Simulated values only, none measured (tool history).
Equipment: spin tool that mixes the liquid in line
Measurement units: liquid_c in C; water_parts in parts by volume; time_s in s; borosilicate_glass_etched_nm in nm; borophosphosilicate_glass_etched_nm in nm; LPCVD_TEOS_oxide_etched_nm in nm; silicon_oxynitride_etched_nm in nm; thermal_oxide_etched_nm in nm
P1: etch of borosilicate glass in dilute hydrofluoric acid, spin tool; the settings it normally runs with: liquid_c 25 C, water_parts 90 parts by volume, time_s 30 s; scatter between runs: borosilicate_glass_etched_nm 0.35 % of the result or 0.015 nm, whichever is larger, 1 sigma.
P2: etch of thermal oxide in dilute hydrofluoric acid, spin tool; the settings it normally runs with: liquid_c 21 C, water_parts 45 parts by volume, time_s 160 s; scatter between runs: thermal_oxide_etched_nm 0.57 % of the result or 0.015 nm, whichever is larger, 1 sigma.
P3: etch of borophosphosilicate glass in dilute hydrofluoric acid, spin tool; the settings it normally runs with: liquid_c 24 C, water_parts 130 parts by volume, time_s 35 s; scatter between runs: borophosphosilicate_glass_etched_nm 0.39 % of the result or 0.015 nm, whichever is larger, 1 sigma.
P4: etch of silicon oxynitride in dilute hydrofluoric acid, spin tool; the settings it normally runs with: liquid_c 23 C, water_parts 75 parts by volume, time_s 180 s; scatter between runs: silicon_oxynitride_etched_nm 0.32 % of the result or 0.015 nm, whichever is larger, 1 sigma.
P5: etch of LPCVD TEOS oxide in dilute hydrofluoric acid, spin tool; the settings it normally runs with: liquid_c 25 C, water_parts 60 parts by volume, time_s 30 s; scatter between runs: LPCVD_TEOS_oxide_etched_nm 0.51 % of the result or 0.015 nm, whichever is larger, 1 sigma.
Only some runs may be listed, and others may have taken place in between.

run	hour	process	liquid_c	water_parts	time_s	hours since the thermometer was replaced	hours since the hydrofluoric acid flow meter was replaced	borosilicate_glass_etched_nm	borophosphosilicate_glass_etched_nm	LPCVD_TEOS_oxide_etched_nm	silicon_oxynitride_etched_nm	thermal_oxide_etched_nm
1	2.9	P1	25	90	30	1020.7	749.7	19.22				
2	7.2	P3	18	130	35	1025	754		10.542			
3	10.4	P5	32	60	30	1028.2	757.2			28.854		
4	14.7	P1	25	90	50	1032.5	761.5	32.102				
5	19.8	P1	21.5	90	15	1037.6	766.6	8.3861				
6	24.2	P1	25	90	15	1042	771	9.6322				
7	29.2	P3	24	130	35	1047	776		13.539			
8	34.5	P4	17	75	180	1052.3	781.3				4.775	
9	38.5	P1	25	20	30	1056.3	785.3	94.861				
10	41.4	P5	25	60	30	1059.2	788.2			22.082		
11	45.6	P3	24	130	65	1063.4	792.4		24.745			
12	49.4	P1	25	90	30	1067.2	796.2	19.214				
13	54.4	P1	25	90	30	1072.2	801.2	19.398				
14	57	P4	23	75	180	1074.8	803.8				6.4046	
15	61	P2	21	45	160	1078.8	807.8					16.643
16	63.5	P2	21	75	160	1081.3	810.3					9.4422
17	67.3	P1	18.5	90	30	1085.1	814.1	14.803				
18	69.6	P1	25	90	30	1087.4	816.4	19.209				
19	73.6	P4	23	20	180	1091.4	820.4				24.86	
20	76.7	P2	27.5	45	160	1094.5	823.5					21.67
21	80.8	P5	25	60	60	1098.6	827.6			44.02		
22	83.7	P4	23	75	15	1101.5	830.5				0.52225	
23	88.3	P1	25	160	30	1106.1	835.1	9.9976				
24	90.7	P5	25	105	30	1108.5	837.5			11.899		
25	93.1	P1	31.5	90	30	1110.9	839.9	24.699				
26	96.7	P1	25	90	30	1114.5	843.5	19.208				
27	100.6	P3	24	180	35	1118.4	847.4		9.1835			
28	104.9	P3	24	130	35	1122.7	851.7		13.33			
29	109.5	P2	21	45	15	1127.3	856.3					1.5419
30	112.2	P1	25	90	30	1130	859	19.279				
31	116.3	P4	23	75	180	1134.1	863.1				6.3891	
32	120.2	P1	25	90	30	1138	867	19.23				
33	124.4	P1	25	90	30	1142.2	871.2	19.799				
34	129.5	P1	25	90	30	1147.3	876.3	20.247				
35	133	P1	25	90	30	1150.8	879.8	20.404				
36	137	P1	25	90	30	1154.8	883.8	20.641				
37	142.2	P1	25	90	30	1160	889	20.742				
38	145.3	P1	25	90	30	1163.1	892.1	20.848				
39	149.9	P1	25	90	30	1167.7	896.7	20.825				
40	154.1	P1	25	90	30	1171.9	900.9	20.936				
41	158.4	P1	25	90	30	1176.2	905.2	20.973				
42	161.6	P1	25	90	30	1179.4	908.4	20.984				
43	166.7	P1	25	90	30	1184.5	913.5	21.009				

Something has made what P1 gives creep away from where it was; the 2 causes below, each at its own stated size, fit the log equally well:
A: liquid hotter than its thermometer reads (K) = 2.16
B: hydrofluoric acid flow above the setpoint (%) = 7.88
The onset of the drift is placed at about hour 120.2.

Listed below are the offered check runs, one wafer per run, with question marks in place of results. For which of them would the causes give clearly different outcomes?
check 1	171.8	P2	21	75	15							?
check 2	171.8	P4	18.5	40	180						?	
check 3	171.8	P3	24	170	35				?			
check 4	171.8	P5	31	60	30					?		

How each check would come out, cause by cause:
check	result	if A	if B
check 1	thermal_oxide_etched_nm	0.97348	0.96746
check 2	silicon_oxynitride_etched_nm	10.99	10.641
check 3	borophosphosilicate_glass_etched_nm	10.618	10.717
check 4	LPCVD_TEOS_oxide_etched_nm	30.201	30.204
Smallest distance between any two causes, each pair judged by its most separating result, in per cent: check 1 0.62 %; check 2 3.22 %; check 3 0.93 %; check 4 0.01 %
The other checks would show nearly matching results whichever cause is true, so check 2 is the only one that separates the causes.

The results of check 2 are: silicon_oxynitride_etched_nm 11.008 nm. Based on these, which of the listed causes is it?

A is the cause: liquid hotter than its thermometer reads (K).

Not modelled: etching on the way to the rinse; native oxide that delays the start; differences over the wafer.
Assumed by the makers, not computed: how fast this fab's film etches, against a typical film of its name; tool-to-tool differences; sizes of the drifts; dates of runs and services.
